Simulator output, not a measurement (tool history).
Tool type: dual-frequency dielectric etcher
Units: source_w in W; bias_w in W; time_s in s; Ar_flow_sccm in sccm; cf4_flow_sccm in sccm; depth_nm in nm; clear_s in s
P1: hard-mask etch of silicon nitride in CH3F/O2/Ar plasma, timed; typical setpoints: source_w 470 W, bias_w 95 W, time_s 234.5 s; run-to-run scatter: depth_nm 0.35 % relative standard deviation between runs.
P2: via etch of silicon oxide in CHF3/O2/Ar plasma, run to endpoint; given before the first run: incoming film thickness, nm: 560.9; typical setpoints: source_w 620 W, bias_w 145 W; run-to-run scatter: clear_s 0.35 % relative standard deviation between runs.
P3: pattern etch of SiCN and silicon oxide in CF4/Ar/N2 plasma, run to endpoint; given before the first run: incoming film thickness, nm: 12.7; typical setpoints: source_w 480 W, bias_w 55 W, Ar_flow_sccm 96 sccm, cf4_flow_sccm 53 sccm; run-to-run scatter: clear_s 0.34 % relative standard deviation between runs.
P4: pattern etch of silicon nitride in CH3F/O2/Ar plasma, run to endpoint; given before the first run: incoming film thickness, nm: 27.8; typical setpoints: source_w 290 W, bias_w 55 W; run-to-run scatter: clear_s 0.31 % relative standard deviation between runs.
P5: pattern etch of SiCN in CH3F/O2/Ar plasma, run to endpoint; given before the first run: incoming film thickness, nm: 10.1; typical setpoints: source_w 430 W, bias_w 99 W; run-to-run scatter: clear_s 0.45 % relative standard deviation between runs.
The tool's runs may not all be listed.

run	hour	process	source_w	bias_w	time_s	Ar_flow_sccm	cf4_flow_sccm	hours since the last wet clean	hours since the last source power generator calibration	hours since the last bias power generator calibration	depth_nm	clear_s
1	3.1	P1	470	95	234.5			60.7	2237.8	1502.8	189.79	
2	7.1	P5	430	99				64.7	2241.8	1506.8		24.049
3	10.0	P1	470	95	234.5			67.6	2244.7	1509.7	190.06	
4	12.6	P1	470	123	234.5			70.2	2247.3	1512.3	208.59	
5	16.4	P1	350	95	234.5			74.0	2251.1	1516.1	170.16	
6	19.9	P1	470	95	234.5			77.5	2254.6	1519.6	189.04	
7	22.6	P2	620	145				80.2	2257.3	1522.3		300.570
8	27.1	P2	860	145				84.7	2261.8	1526.8		264.940
9	32.0	P1	470	95	286.0			89.6	2266.7	1531.7	230.30	
10	37.2	P1	470	95	234.5			94.8	2271.9	1536.9	189.90	
11	40.1	P5	600	99				97.7	2274.8	1539.8		21.344
# hour 44.2: source power generator calibrated
12	44.6	P1	470	95	133.0			102.2	0.5	1544.3	107.40	
13	48.2	P1	470	95	234.5			105.8	4.1	1547.9	190.57	
14	52.9	P1	470	56	234.5			110.5	8.8	1552.6	158.99	
15	55.8	P3	480	55		63	53	113.4	11.7	1555.5		14.396
16	59.4	P4	290	71				117.0	15.3	1559.1		45.714
17	62.8	P1	370	95	330.5			120.4	18.7	1562.5	244.23	
18	65.5	P5	430	99				123.1	21.4	1565.2		24.147
19	69.5	P4	290	55				127.1	25.4	1569.2		49.640
20	71.7	P3	480	55		96	53	129.3	27.6	1571.4		15.418
21	76.7	P3	480	41		96	53	134.3	32.6	1576.4		17.082
22	81.3	P3	390	55		96	53	138.9	37.2	1581.0		18.678
23	86.0	P4	290	55				143.6	41.9	1585.7		49.487
24	90.5	P4	360	55				148.1	46.4	1590.2		45.707
25	95.2	P3	480	55		96	70	152.8	51.1	1594.9		14.779
26	100.1	P2	620	184				157.7	56.0	1599.8		276.360
27	104.9	P3	480	55		96	53	162.5	60.8	1604.6		15.499
28	107.4	P1	380	95	283.5			165.0	63.3	1607.1	209.87	
29	110.3	P1	470	95	234.5			167.9	66.2	1610.0	190.37	
30	113.2	P1	470	95	234.5			170.8	69.1	1612.9	190.38	
31	115.9	P5	430	59				173.5	71.8	1615.6		28.935
32	118.5	P1	590	95	234.5			176.1	74.4	1618.2	204.81	
33	121.5	P1	470	95	234.5			179.1	77.4	1621.2	190.12	
34	125.0	P1	470	95	234.5			182.6	80.9	1624.7	188.30	
35	127.5	P1	470	95	234.5			185.1	83.4	1627.2	188.30	
36	130.9	P1	470	95	234.5			188.5	86.8	1630.6	188.59	
37	134.6	P1	470	95	234.5			192.2	90.5	1634.3	187.39	
38	137.2	P1	470	95	234.5			194.8	93.1	1636.9	186.78	
39	139.9	P1	470	95	234.5			197.5	95.8	1639.6	186.10	
40	145.0	P1	470	95	234.5			202.6	100.9	1644.7	186.75	
# hour 145.3: wet clean of the chamber
41	149.5	P1	470	95	234.5			4.2	105.4	1649.2	185.96	
42	153.8	P1	470	95	234.5			8.5	109.7	1653.5	187.15	
43	158.4	P1	470	95	234.5			13.1	114.3	1658.1	186.54	
44	162.7	P1	470	95	234.5			17.4	118.6	1662.4	186.72	

Compared with where it was, what P1 gives has crept away. Each cause listed below fits the log as well as the rest, at the size given for it:
A: bias power that arrives under what is set, % = 4.81
B: source power that arrives under what is set, % = 4.61
Creep in the process output first set in at about hour 121.5.
Each remaining cause and why it is not a fit:
chamber walls in a state that lowers the etch rate, %: serviced after onset, at hour 145.3, with no recovery of the prior output

Of the 4 check runs listed below, each run on one wafer and each result written as a question mark, which would let you distinguish the listed causes because they would give clearly different results?
check 1	167.0	P2	620	145								?
check 2	167.0	P4	290	55								?
check 3	167.0	P3	480	55		96	53					?
check 4	167.0	P5	430	99								?

What each check would give under each cause:
check	result	if A	if B
check 1	clear_s	304.420	305.210
check 2	clear_s	50.406	50.502
check 3	clear_s	15.770	16.181
check 4	clear_s	24.556	24.533
Distance between the nearest two causes, measured in the result of the check that separates them most: check 1 0.26 %; check 2 0.19 %; check 3 2.57 %; check 4 0.1 %
Check 3 is the one run that separates the causes; every other check would come out nearly the same whichever cause is at work.

The results of check 3 are: clear_s 15.828 s. Based on these, which of the listed causes is it?

Of the candidate causes, it is A: bias power that arrives under what is set, %.

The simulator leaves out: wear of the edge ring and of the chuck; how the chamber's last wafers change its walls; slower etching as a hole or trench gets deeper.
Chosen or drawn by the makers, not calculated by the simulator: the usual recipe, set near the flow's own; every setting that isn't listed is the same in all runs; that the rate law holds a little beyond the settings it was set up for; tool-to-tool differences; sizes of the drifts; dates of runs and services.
